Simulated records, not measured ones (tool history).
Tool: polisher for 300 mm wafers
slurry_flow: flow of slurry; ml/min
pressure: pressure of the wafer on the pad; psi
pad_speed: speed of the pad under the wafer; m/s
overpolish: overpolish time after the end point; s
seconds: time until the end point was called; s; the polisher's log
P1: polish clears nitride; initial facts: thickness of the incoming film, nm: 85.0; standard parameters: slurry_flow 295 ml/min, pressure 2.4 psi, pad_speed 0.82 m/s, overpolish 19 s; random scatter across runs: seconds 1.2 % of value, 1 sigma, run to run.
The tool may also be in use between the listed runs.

| run | hour | slurry_flow | pressure | pad_speed | overpolish | seconds |
|---|---|---|---|---|---|---|
| 1 | 9.5 | 295 | 2.4 | 0.82 | 19 | 121.490 |
| 2 | 25.6 | 295 | 2.4 | 0.82 | 19 | 120.420 |
| 3 | 38.8 | 295 | 2.4 | 1.16 | 19 | 84.520 |
| 4 | 55.7 | 295 | 2.4 | 0.82 | 19 | 122.300 |
| 5 | 72.2 | 395 | 2.4 | 0.82 | 19 | 118.810 |
| 6 | 87.1 | 295 | 2.4 | 0.82 | 19 | 121.420 |
| 7 | 100.2 | 295 | 2.4 | 0.82 | 19 | 119.590 |
| 8 | 111.5 | 295 | 1.1 | 0.82 | 19 | 265.340 |
| 9 | 121.2 | 295 | 2.4 | 0.82 | 19 | 123.280 |
| 10 | 132.7 | 295 | 2.4 | 0.82 | 32 | 120.010 |
| 11 | 146.9 | 295 | 3.6 | 0.82 | 19 | 79.421 |
| 12 | 160.0 | 175 | 2.4 | 0.82 | 19 | 129.580 |
| 13 | 172.9 | 295 | 2.4 | 0.36 | 19 | 274.190 |
| 14 | 191.0 | 295 | 2.4 | 0.82 | 19 | 122.040 |
| 15 | 201.5 | 295 | 2.4 | 0.82 | 9 | 122.130 |
| 16 | 219.2 | 400 | 2.4 | 0.52 | 19 | 183.600 |
| 17 | 228.3 | 295 | 3.7 | 0.82 | 6 | 77.646 |
| 18 | 245.8 | 295 | 3.1 | 0.58 | 19 | 132.610 |

Run 19 comes next. What will it give?
| 19 | 254.3 | 295 | 2.4 | 0.82 | 19 | ? |

Run 19 produced seconds 121.540 s.
